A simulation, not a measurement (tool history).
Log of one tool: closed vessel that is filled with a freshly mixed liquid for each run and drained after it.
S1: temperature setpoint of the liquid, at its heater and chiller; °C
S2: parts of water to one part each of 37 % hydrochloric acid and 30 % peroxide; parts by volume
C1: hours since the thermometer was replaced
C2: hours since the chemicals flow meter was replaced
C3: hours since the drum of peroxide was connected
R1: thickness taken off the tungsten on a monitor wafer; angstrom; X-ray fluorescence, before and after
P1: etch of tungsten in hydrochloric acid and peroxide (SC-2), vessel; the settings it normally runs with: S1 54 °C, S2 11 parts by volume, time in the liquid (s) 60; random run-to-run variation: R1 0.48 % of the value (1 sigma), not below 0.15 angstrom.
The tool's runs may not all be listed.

run 1 hour=14.3 | S1=54 S2=11 time_in_the_liquid_(s)=60 | C1=766.3 C2=951.9 C3=494.7 | R1=178.68
run 2 hour=30.3 | S1=54 S2=11 time_in_the_liquid_(s)=30 | C1=782.3 C2=967.9 C3=510.7 | R1=89.261
run 3 hour=46.4 | S1=54 S2=11 time_in_the_liquid_(s)=60 | C1=798.4 C2=984 C3=526.8 | R1=178.82
run 4 hour=61.8 | S1=62.5 S2=15 time_in_the_liquid_(s)=60 | C1=813.8 C2=999.4 C3=542.2 | R1=232.37
run 5 hour=79.5 | S1=39 S2=6.5 time_in_the_liquid_(s)=60 | C1=831.5 C2=1017.1 C3=559.9 | R1=97.647
-- hour=83 chemicals flow meter replaced
run 6 hour=92 | S1=54 S2=11 time_in_the_liquid_(s)=60 | C1=844 C2=9.1 C3=572.4 | R1=178.14
run 7 hour=101.8 | S1=54 S2=11 time_in_the_liquid_(s)=60 | C1=853.8 C2=18.9 C3=582.2 | R1=177.56
run 8 hour=111.4 | S1=54 S2=11 time_in_the_liquid_(s)=95 | C1=863.4 C2=28.5 C3=591.8 | R1=283.06
run 9 hour=125.1 | S1=54 S2=20 time_in_the_liquid_(s)=60 | C1=877.1 C2=42.2 C3=605.5 | R1=104.62
run 10 hour=136 | S1=37.5 S2=11 time_in_the_liquid_(s)=60 | C1=888 C2=53.1 C3=616.4 | R1=57.3
run 11 hour=151.6 | S1=54 S2=11 time_in_the_liquid_(s)=60 | C1=903.6 C2=68.7 C3=632 | R1=179.03
run 12 hour=162.4 | S1=67.5 S2=11 time_in_the_liquid_(s)=60 | C1=914.4 C2=79.5 C3=642.8 | R1=413.26
run 13 hour=179.5 | S1=54 S2=4.5 time_in_the_liquid_(s)=60 | C1=931.5 C2=96.6 C3=659.9 | R1=353.5
run 14 hour=190.1 | S1=54 S2=4 time_in_the_liquid_(s)=95 | C1=942.1 C2=107.2 C3=670.5 | R1=611.21
run 15 hour=205.3 | S1=54 S2=11 time_in_the_liquid_(s)=60 | C1=957.3 C2=122.4 C3=685.7 | R1=177.75
run 16 hour=212.9 | S1=54 S2=11 time_in_the_liquid_(s)=60 | C1=964.9 C2=130 C3=693.3 | R1=175.87
run 17 hour=224.8 | S1=54 S2=11 time_in_the_liquid_(s)=60 | C1=976.8 C2=141.9 C3=705.2 | R1=170.73
run 18 hour=239.1 | S1=54 S2=11 time_in_the_liquid_(s)=60 | C1=991.1 C2=156.2 C3=719.5 | R1=168.32

What will run 19 give?
run 19 hour=256.4 | S1=54 S2=11 time_in_the_liquid_(s)=60 | C1=1008.4 C2=173.5 C3=736.8 | R1=?

Logged for run 19: R1 165.04 angstrom.

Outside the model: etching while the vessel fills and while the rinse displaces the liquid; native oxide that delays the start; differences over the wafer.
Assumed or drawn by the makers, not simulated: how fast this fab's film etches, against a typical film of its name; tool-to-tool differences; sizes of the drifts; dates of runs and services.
